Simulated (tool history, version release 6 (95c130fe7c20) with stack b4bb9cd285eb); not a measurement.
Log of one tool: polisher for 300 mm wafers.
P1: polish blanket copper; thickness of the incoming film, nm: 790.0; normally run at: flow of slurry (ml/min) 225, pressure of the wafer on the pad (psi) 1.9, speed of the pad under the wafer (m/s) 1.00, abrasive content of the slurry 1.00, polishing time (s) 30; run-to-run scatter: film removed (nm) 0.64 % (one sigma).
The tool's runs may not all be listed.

run,hour,flow of slurry (ml/min),pressure of the wafer on the pad (psi),speed of the pad under the wafer (m/s),abrasive content of the slurry,polishing time (s),wafers polished on this pad,hours since the slurry nozzle was cleaned,hours since the head pressure was calibrated,hours since the slurry blender was calibrated,film removed (nm)
1,4.7,225,1.9,1.00,1.00,30,348,455.5,643.1,154.1,58.514
2,8.0,225,1.9,1.52,1.00,24,374,458.8,646.4,157.4,70.793
3,12.1,350,1.9,1.00,1.00,30,407,462.9,650.5,161.5,60.196
4,15.2,225,1.9,1.00,1.00,30,432,466.0,653.6,164.6,57.687
5,18.9,225,1.9,1.00,1.00,30,462,469.7,657.3,168.3,58.565
6,23.4,225,3.0,1.00,1.00,30,499,474.2,661.8,172.8,92.019
7,28.3,225,1.9,0.44,1.00,30,538,479.1,666.7,177.7,25.840
8,32.5,225,1.9,1.00,1.00,30,572,483.3,670.9,181.9,58.699
9,36.3,150,1.9,1.00,1.00,30,603,487.1,674.7,185.7,55.259
10,38.9,225,1.9,1.00,1.00,30,624,489.7,677.3,188.3,58.455
11,41.9,225,1.9,1.38,1.00,30,648,492.7,680.3,191.3,80.803
12,47.0,225,1.9,1.00,0.75,30,689,497.8,685.4,196.4,55.553
13,50.8,225,1.9,1.00,1.50,30,720,501.6,689.2,200.2,63.989
14,54.1,225,1.9,1.00,1.00,30,747,504.9,692.5,203.5,58.687
15,59.0,225,1.9,1.00,1.00,42,786,509.8,697.4,208.4,81.453

Forecast run 16:
16,62.7,225,1.9,1.00,1.00,15,816,513.5,701.1,212.1,?

{"run 16": {"film removed (nm)": 29.206}}
